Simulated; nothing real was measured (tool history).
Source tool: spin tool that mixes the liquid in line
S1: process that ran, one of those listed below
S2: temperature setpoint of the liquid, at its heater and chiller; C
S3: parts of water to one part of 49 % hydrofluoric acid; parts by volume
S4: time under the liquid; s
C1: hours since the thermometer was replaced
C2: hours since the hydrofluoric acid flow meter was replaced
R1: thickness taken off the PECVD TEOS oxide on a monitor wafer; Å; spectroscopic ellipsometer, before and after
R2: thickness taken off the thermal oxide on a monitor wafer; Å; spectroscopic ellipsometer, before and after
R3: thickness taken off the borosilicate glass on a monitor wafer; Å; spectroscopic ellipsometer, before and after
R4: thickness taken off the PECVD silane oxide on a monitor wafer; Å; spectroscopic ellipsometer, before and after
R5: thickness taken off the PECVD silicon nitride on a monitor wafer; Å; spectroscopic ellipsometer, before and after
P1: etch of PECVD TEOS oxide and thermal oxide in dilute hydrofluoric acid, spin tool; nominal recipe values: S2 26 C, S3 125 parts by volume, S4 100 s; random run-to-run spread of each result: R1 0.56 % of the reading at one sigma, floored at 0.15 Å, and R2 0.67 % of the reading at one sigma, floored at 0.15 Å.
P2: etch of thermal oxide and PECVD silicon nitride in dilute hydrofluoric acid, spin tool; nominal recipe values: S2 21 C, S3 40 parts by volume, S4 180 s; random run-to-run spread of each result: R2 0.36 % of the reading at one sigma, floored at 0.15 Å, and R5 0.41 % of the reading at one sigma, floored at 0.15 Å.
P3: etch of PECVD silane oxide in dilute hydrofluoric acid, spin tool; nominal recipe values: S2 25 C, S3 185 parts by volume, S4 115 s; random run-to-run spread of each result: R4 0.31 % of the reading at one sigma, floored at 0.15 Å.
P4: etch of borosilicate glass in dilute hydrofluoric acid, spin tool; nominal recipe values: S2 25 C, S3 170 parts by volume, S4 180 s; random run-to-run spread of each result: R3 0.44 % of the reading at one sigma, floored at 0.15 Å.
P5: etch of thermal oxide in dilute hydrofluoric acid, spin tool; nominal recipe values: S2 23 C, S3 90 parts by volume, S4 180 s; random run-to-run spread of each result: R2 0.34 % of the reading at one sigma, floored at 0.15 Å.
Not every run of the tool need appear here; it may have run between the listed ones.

run 1 day=0.379 | S1=P1 S2=26 S3=125 S4=100 | C1=536.7 C2=949.9 | R1=221.4 R2=37.446
run 2 day=0.771 | S1=P4 S2=25 S3=170 S4=280 | C1=546.1 C2=959.3 | R3=564.32
run 3 day=1.104 | S1=P1 S2=26 S3=125 S4=100 | C1=554.1 C2=967.3 | R1=219.44 R2=37.123
run 4 day=1.462 | S1=P1 S2=26 S3=30 S4=100 | C1=562.7 C2=975.9 | R1=1033 R2=178.08
run 5 day=1.888 | S1=P3 S2=25 S3=315 S4=115 | C1=572.9 C2=986.1 | R4=125.02
run 6 day=2.429 | S1=P4 S2=21 S3=170 S4=180 | C1=585.9 C2=999.1 | R3=310.44
run 7 day=2.838 | S1=P3 S2=25 S3=185 S4=55 | C1=595.7 C2=1008.9 | R4=117.06
-- day=3.038 thermometer replaced
run 8 day=3.229 | S1=P2 S2=17 S3=40 S4=180 | C1=4.7 C2=1018.3 | R2=171.82 R5=155.59
run 9 day=3.533 | S1=P5 S2=23 S3=90 S4=180 | C1=12 C2=1025.6 | R2=95.86
run 10 day=3.912 | S1=P5 S2=23 S3=90 S4=180 | C1=21.1 C2=1034.7 | R2=95.212
run 11 day=4.242 | S1=P5 S2=29 S3=90 S4=180 | C1=29 C2=1042.6 | R2=120.52
run 12 day=4.642 | S1=P3 S2=25 S3=185 S4=115 | C1=38.6 C2=1052.2 | R4=245.52
run 13 day=4.942 | S1=P1 S2=26 S3=215 S4=100 | C1=45.8 C2=1059.4 | R1=115.64 R2=19.657
run 14 day=5.321 | S1=P4 S2=25 S3=170 S4=180 | C1=54.9 C2=1068.5 | R3=362.26
run 15 day=5.792 | S1=P1 S2=19.5 S3=60 S4=100 | C1=66.2 C2=1079.8 | R1=384.54 R2=64.658
run 16 day=6.212 | S1=P1 S2=26 S3=125 S4=100 | C1=76.3 C2=1089.9 | R1=221.02 R2=37.636
run 17 day=6.496 | S1=P1 S2=26 S3=125 S4=170 | C1=83.1 C2=1096.7 | R1=375.67 R2=64.169
run 18 day=7.004 | S1=P2 S2=21 S3=40 S4=180 | C1=95.3 C2=1108.9 | R2=202.53 R5=205.09
run 19 day=7.296 | S1=P3 S2=33 S3=185 S4=115 | C1=102.3 C2=1115.9 | R4=325.74
run 20 day=7.671 | S1=P2 S2=21 S3=40 S4=60 | C1=111.3 C2=1124.9 | R2=67.147 R5=68.574
run 21 day=8.071 | S1=P1 S2=19.5 S3=125 S4=100 | C1=120.9 C2=1134.5 | R1=169.57 R2=28.974
run 22 day=8.5 | S1=P5 S2=23 S3=160 S4=180 | C1=131.2 C2=1144.8 | R2=49.575
run 23 day=8.8 | S1=P1 S2=34 S3=125 S4=100 | C1=138.4 C2=1152 | R1=292.57 R2=50.374
run 24 day=9.354 | S1=P1 S2=26 S3=125 S4=100 | C1=151.7 C2=1165.3 | R1=221.61 R2=37.555
run 25 day=9.683 | S1=P4 S2=25 S3=90 S4=180 | C1=159.6 C2=1173.2 | R3=755.4
run 26 day=10.204 | S1=P5 S2=23 S3=90 S4=15 | C1=172.1 C2=1185.7 | R2=7.6502
run 27 day=10.633 | S1=P2 S2=21 S3=40 S4=180 | C1=182.4 C2=1196 | R2=203.19 R5=206.96
run 28 day=11.192 | S1=P2 S2=21 S3=20 S4=180 | C1=195.8 C2=1209.4 | R2=415.52 R5=400.8
run 29 day=11.621 | S1=P1 S2=26 S3=125 S4=25 | C1=206.1 C2=1219.7 | R1=54.854 R2=9.3437
run 30 day=12.017 | S1=P1 S2=26 S3=125 S4=100 | C1=215.6 C2=1229.2 | R1=218.7 R2=37.811
run 31 day=12.425 | S1=P1 S2=26 S3=125 S4=100 | C1=225.4 C2=1239 | R1=213.76 R2=36.629
run 32 day=12.967 | S1=P1 S2=26 S3=125 S4=100 | C1=238.4 C2=1252 | R1=209.07 R2=35.95
run 33 day=13.312 | S1=P1 S2=26 S3=125 S4=100 | C1=246.7 C2=1260.3 | R1=206.63 R2=35.794
run 34 day=13.608 | S1=P1 S2=26 S3=125 S4=100 | C1=253.8 C2=1267.4 | R1=207.52 R2=35.366
run 35 day=13.912 | S1=P1 S2=26 S3=125 S4=100 | C1=261.1 C2=1274.7 | R1=205.44 R2=34.873
run 36 day=14.417 | S1=P1 S2=26 S3=125 S4=100 | C1=273.2 C2=1286.8 | R1=207.71 R2=35.409
run 37 day=14.721 | S1=P1 S2=26 S3=125 S4=100 | C1=280.5 C2=1294.1 | R1=204.3 R2=35.091

The output of P1 has drifted from where it used to be. Each of the 2 causes below, taken at the size shown beside it, accounts for the log equally well:
A: liquid colder than its thermometer reads (K) = 1.74
B: hydrofluoric acid flow below the setpoint (%) = 5.59
Creep in the process output first set in at about day 12.017.

Each of the 4 check runs below uses one wafer; its results are left as question marks. Which run tells the causes apart?
run check 1 day=15.025 | S1=P2 S2=21 S3=40 S4=180 | R2=? R5=?
run check 2 day=15.025 | S1=P4 S2=25 S3=170 S4=180 | R3=?
run check 3 day=15.025 | S1=P3 S2=25 S3=185 S4=115 | R4=?
run check 4 day=15.025 | S1=P5 S2=23 S3=90 S4=180 | R2=?

How each check would come out, cause by cause:
check=check_1 result=R2 if_A=187.9 if_B=190.52
check=check_1 result=R5 if_A=181.86 if_B=194.16
check=check_2 result=R3 if_A=339.95 if_B=338.78
check=check_3 result=R4 if_A=229.46 if_B=228.36
check=check_4 result=R2 if_A=88.923 if_B=89.512
Gap, in per cent, between the two causes that each check separates least, read from the result that separates them most: check 1 6.54 %; check 2 0.34 %; check 3 0.48 %; check 4 0.66 %
Only check 1 tells the causes apart: in the others they would give nearly the same result.

Check 1 has now been run. It gave: R2 189.85 Å; R5 194.21 Å. Which of the candidate causes is it?

B is the cause: hydrofluoric acid flow below the setpoint (%).
